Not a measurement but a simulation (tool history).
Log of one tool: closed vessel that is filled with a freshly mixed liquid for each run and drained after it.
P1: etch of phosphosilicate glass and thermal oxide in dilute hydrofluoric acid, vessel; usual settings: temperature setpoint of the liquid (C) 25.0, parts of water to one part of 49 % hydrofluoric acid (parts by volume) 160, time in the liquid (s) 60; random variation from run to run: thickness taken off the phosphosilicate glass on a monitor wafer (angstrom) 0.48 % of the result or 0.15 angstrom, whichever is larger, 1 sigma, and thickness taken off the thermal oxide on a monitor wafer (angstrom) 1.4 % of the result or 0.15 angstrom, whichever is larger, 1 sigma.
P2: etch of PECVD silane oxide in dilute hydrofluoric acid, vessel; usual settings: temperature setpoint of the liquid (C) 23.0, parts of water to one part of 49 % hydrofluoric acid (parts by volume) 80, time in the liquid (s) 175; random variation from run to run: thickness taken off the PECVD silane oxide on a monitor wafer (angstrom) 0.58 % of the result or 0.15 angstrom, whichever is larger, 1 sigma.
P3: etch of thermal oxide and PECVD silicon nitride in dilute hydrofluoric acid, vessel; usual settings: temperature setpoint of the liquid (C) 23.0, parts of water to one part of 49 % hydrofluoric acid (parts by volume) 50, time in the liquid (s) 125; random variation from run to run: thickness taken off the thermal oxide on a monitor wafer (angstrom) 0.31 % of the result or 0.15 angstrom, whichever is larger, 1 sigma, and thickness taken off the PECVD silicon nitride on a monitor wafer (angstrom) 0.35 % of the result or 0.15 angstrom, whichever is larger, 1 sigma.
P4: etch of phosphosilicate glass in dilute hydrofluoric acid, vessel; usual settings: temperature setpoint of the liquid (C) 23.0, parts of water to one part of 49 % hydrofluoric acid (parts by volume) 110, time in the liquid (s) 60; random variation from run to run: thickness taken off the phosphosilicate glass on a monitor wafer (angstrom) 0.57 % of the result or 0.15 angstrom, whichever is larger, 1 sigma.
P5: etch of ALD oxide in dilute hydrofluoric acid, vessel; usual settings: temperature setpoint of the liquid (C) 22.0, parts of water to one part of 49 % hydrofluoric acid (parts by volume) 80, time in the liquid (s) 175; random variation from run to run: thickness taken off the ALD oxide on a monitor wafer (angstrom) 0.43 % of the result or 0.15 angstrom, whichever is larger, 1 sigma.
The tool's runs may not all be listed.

run,hour,process that ran,temperature setpoint of the liquid (C),parts of water to one part of 49 % hydrofluoric acid (parts by volume),time in the liquid (s),hours since the thermometer was replaced,hours since the hydrofluoric acid flow meter was replaced,thickness taken off the phosphosilicate glass on a monitor wafer (angstrom),thickness taken off the thermal oxide on a monitor wafer (angstrom),thickness taken off the PECVD silane oxide on a monitor wafer (angstrom),thickness taken off the PECVD silicon nitride on a monitor wafer (angstrom),thickness taken off the ALD oxide on a monitor wafer (angstrom)
1,11.6,P1,25.0,160,60,1036.3,495.4,319.24,17.8520,,,
2,21.8,P2,23.0,80,175,1046.5,505.6,,,423.710,,
3,30.1,P1,25.0,160,60,1054.8,513.9,321.05,17.6810,,,
4,36.8,P3,17.5,50,125,1061.5,520.6,,96.9010,,71.686,
5,47.0,P1,29.0,250,60,1071.7,530.8,213.37,11.7340,,,
6,57.3,P5,22.0,140,175,1082.0,541.1,,,,,313.27
7,68.1,P2,23.0,130,175,1092.8,551.9,,,243.730,,
8,75.5,P1,25.0,285,60,1100.2,559.3,157.26,8.4061,,,
9,82.4,P4,23.0,200,60,1107.1,566.2,199.24,,,,
10,89.6,P5,25.5,80,175,1114.3,573.4,,,,,673.81
11,96.1,P1,31.0,160,60,1120.8,579.9,394.40,21.6340,,,
12,106.7,P2,23.0,80,30,1131.4,590.5,,,71.321,,
13,113.6,P5,22.0,80,175,1138.3,597.4,,,,,585.15
14,121.3,P1,17.0,160,60,1146.0,605.1,233.67,12.3780,,,
15,133.9,P3,23.0,20,125,1158.6,617.7,,317.8500,,253.830,
16,144.8,P1,25.0,160,90,1169.5,628.6,477.92,25.5280,,,
17,150.6,P3,23.0,50,30,1175.3,634.4,,29.7340,,25.275,
18,159.9,P4,27.5,110,60,1184.6,643.7,468.24,,,,
19,168.9,P4,23.0,110,60,1193.6,652.7,392.70,,,,
20,181.3,P1,25.0,160,60,1206.0,665.1,319.77,17.5160,,,
21,187.4,P2,30.5,80,175,1212.1,671.2,,,552.910,,
22,194.9,P1,25.0,160,30,1219.6,678.7,160.85,8.8048,,,
23,202.6,P5,22.0,80,175,1227.3,686.4,,,,,584.66
24,209.2,P1,25.0,50,30,1233.9,693.0,586.84,32.3650,,,
25,218.5,P1,25.0,160,60,1243.2,702.3,317.74,17.7970,,,
26,228.8,P1,25.0,30,60,1253.5,712.6,2009.20,111.1700,,,
27,238.7,P5,22.0,80,70,1263.4,722.5,,,,,234.62
28,245.3,P4,23.0,110,120,1270.0,729.1,795.51,,,,
29,253.7,P1,25.0,160,60,1278.4,737.5,320.04,17.7770,,,
30,264.9,P1,25.0,160,60,1289.6,748.7,323.39,17.8710,,,
31,275.8,P3,23.0,50,125,1300.5,759.6,,122.8700,,104.700,
32,286.1,P1,25.0,160,60,1310.8,769.9,322.32,17.4130,,,
33,293.8,P1,25.0,160,60,1318.5,777.6,327.47,18.0670,,,
34,302.5,P1,25.0,160,60,1327.2,786.3,330.73,18.4100,,,
35,314.7,P1,25.0,160,60,1339.4,798.5,333.39,18.1550,,,
36,324.8,P1,25.0,160,60,1349.5,808.6,334.65,18.4350,,,
37,331.2,P1,25.0,160,60,1355.9,815.0,337.20,17.9110,,,
38,343.5,P1,25.0,160,60,1368.2,827.3,339.34,18.2030,,,
39,353.1,P1,25.0,160,60,1377.8,836.9,338.23,18.8290,,,
40,360.4,P1,25.0,160,60,1385.1,844.2,339.21,19.2340,,,
41,372.9,P1,25.0,160,60,1397.6,856.7,336.69,18.9460,,,
42,378.8,P1,25.0,160,60,1403.5,862.6,339.48,18.8720,,,

What P1 gives has crept away from where it was. These 2 causes fit the log equally well, each at the size given:
A: liquid hotter than its thermometer reads (K) = 1.53
B: hydrofluoric acid flow above the setpoint (%) = 4.94
The creep began at about hour 286.1.

4 check runs are offered, one wafer each, their results left as question marks. Which one tells the causes apart?
check 1,384.7,P2,28.0,125,175,,,,,?,,
check 2,384.7,P4,23.0,195,60,,,?,,,,
check 3,384.7,P5,22.0,80,105,,,,,,,?
check 4,384.7,P3,23.0,20,80,,,,?,,?,

What each check would give under each cause:
check,result,if A,if B
check 1,thickness taken off the PECVD silane oxide on a monitor wafer (angstrom),325.560,325.240
check 2,thickness taken off the phosphosilicate glass on a monitor wafer (angstrom),214.97,215.20
check 3,thickness taken off the ALD oxide on a monitor wafer (angstrom),373.98,370.50
check 4,thickness taken off the thermal oxide on a monitor wafer (angstrom),217.8300,214.5200
check 4,thickness taken off the PECVD silicon nitride on a monitor wafer (angstrom),180.760,170.350
How far apart the two closest causes lie, in the result that separates them most: check 1 0.1 %; check 2 0.11 %; check 3 0.93 %; check 4 5.93 %
Check 4 tells the causes apart: in the others they would give nearly the same result.

Then check 4 was run and gave: thickness taken off the thermal oxide on a monitor wafer (angstrom) 213.7400; thickness taken off the PECVD silicon nitride on a monitor wafer (angstrom) 169.430. Which cause is it?

It is B: hydrofluoric acid flow above the setpoint (%).

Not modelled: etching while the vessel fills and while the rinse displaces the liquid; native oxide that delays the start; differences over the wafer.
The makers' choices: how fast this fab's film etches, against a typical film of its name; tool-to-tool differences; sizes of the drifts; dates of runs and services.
